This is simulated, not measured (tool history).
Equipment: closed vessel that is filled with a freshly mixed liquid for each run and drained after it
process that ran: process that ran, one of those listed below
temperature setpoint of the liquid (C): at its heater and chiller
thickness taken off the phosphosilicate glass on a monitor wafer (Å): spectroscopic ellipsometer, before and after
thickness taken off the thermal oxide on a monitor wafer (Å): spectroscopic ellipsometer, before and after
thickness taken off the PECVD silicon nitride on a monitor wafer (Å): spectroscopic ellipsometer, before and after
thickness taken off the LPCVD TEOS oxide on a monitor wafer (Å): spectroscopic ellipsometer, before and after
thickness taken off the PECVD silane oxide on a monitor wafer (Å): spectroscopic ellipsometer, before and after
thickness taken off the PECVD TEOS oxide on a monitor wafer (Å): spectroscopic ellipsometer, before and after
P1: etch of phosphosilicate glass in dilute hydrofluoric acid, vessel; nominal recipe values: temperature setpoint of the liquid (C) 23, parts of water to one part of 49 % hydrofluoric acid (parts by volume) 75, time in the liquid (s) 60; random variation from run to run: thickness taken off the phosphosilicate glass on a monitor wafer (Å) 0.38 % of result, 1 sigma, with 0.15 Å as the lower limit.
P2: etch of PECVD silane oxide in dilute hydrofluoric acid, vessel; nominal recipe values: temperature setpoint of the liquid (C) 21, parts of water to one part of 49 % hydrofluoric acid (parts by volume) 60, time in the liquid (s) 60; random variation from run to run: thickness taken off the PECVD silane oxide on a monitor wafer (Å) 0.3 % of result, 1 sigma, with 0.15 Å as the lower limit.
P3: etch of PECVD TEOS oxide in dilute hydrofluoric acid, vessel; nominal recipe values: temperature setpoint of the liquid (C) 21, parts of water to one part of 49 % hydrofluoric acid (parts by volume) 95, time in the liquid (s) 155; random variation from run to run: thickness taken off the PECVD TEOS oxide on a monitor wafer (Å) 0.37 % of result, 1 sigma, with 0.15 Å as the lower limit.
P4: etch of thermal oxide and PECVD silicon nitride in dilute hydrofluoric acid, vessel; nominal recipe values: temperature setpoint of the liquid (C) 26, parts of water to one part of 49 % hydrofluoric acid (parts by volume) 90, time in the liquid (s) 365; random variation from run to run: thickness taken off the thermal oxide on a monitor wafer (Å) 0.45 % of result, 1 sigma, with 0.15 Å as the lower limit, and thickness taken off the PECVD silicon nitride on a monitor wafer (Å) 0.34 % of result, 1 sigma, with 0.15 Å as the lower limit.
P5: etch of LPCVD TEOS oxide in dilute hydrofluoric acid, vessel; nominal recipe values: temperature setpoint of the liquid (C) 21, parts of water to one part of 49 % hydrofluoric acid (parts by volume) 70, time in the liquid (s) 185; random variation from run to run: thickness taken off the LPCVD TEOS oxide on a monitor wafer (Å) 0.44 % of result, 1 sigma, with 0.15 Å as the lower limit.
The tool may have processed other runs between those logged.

run,hour,process that ran,temperature setpoint of the liquid (C),parts of water to one part of 49 % hydrofluoric acid (parts by volume),time in the liquid (s),thickness taken off the phosphosilicate glass on a monitor wafer (Å),thickness taken off the thermal oxide on a monitor wafer (Å),thickness taken off the PECVD silicon nitride on a monitor wafer (Å),thickness taken off the LPCVD TEOS oxide on a monitor wafer (Å),thickness taken off the PECVD silane oxide on a monitor wafer (Å),thickness taken off the PECVD TEOS oxide on a monitor wafer (Å)
1,8.9,P1,23,75,60,1016.7,,,,,
2,21.5,P1,23,75,60,1013.2,,,,,
3,31,P4,26,90,365,,213.92,78.714,,,
4,43.2,P4,31.5,90,365,,265.67,110.78,,,
5,50.8,P5,21,70,185,,,,406.71,,
6,64.5,P2,21,60,60,,,,,138.91,
7,77.5,P3,21,95,155,,,,,,122.81
8,86.6,P1,28,75,60,1235.8,,,,,
9,95.1,P5,17,70,185,,,,343.54,,
10,106.1,P3,21,95,275,,,,,,220.16
11,120,P1,23,135,105,913.47,,,,,
12,131.6,P2,17,60,60,,,,,117.07,
13,143.7,P1,23,75,60,1012.4,,,,,
14,158.4,P5,21,40,185,,,,733.93,,
15,170.2,P3,21,95,155,,,,,,123.54
16,181,P2,21,25,60,,,,,347.08,
17,188.6,P3,17,95,155,,,,,,104.73
18,202.6,P2,21,60,60,,,,,139.49,
19,214.9,P3,21,20,155,,,,,,639.19
20,229.4,P1,23,120,60,597.51,,,,,
21,245.5,P1,23,75,60,1014.8,,,,,
22,257.7,P1,23,75,60,1011.2,,,,,
23,265.5,P4,26,90,30,,17.362,6.6141,,,
24,273.8,P5,21,70,35,,,,76.627,,
25,282.5,P1,18,75,60,822.4,,,,,
26,295.6,P1,23,75,30,505.47,,,,,
27,305.2,P2,21,60,35,,,,,81.209,
28,313.8,P1,23,75,95,1607.1,,,,,
29,322.6,P4,26,90,365,,214.52,77.948,,,
30,332,P1,23,20,60,4077.4,,,,,
31,339.7,P4,26,45,365,,461.81,154.71,,,
32,355.3,P1,23,75,60,1008.4,,,,,
33,368.6,P1,23,75,60,981.25,,,,,
34,380,P1,23,75,60,968.43,,,,,
35,394.5,P1,23,75,60,960.57,,,,,
36,409.3,P1,23,75,60,952.76,,,,,
37,416.7,P1,23,75,60,944.02,,,,,
38,427.2,P1,23,75,60,945.26,,,,,
39,440.4,P1,23,75,60,944.01,,,,,
40,454.8,P1,23,75,60,943.16,,,,,

P1 no longer gives what it gave before; its output has crept away from where it was. The following 2 causes, each at its listed size, fit the log equally well:
A: liquid colder than its thermometer reads (K) = 1.73
B: hydrofluoric acid flow below the setpoint (%) = 6.24
The creep began at about hour 355.3.

Listed below are the offered check runs, one wafer per run, with question marks in place of results. For which of them would the causes give clearly different outcomes?
check 1,469.2,P2,21,60,60,,,,,?,
check 2,469.2,P4,26,90,365,,?,?,,,
check 3,469.2,P5,21,70,185,,,,?,,
check 4,469.2,P3,21,95,155,,,,,,?

What every check run would give for each of its results, assuming each possible cause in turn:
check,result,if A,if B
check 1,thickness taken off the PECVD silane oxide on a monitor wafer (Å),129.23,129.71
check 2,thickness taken off the thermal oxide on a monitor wafer (Å),200.9,200.12
check 2,thickness taken off the PECVD silicon nitride on a monitor wafer (Å),69.983,73.538
check 3,thickness taken off the LPCVD TEOS oxide on a monitor wafer (Å),378.35,379.25
check 4,thickness taken off the PECVD TEOS oxide on a monitor wafer (Å),115.06,115.01
Per-check spread between the two closest causes, in the result where they differ most: check 1 0.37 %; check 2 4.95 %; check 3 0.24 %; check 4 0.05 %
The other checks would show nearly matching results whichever cause is true, so check 2 is the only one that separates the causes.

Running check 2 produced the following: thickness taken off the thermal oxide on a monitor wafer (Å) 201.14; thickness taken off the PECVD silicon nitride on a monitor wafer (Å) 69.798. Which one of the listed causes fits?

The correct cause is A, namely: liquid colder than its thermometer reads (K).
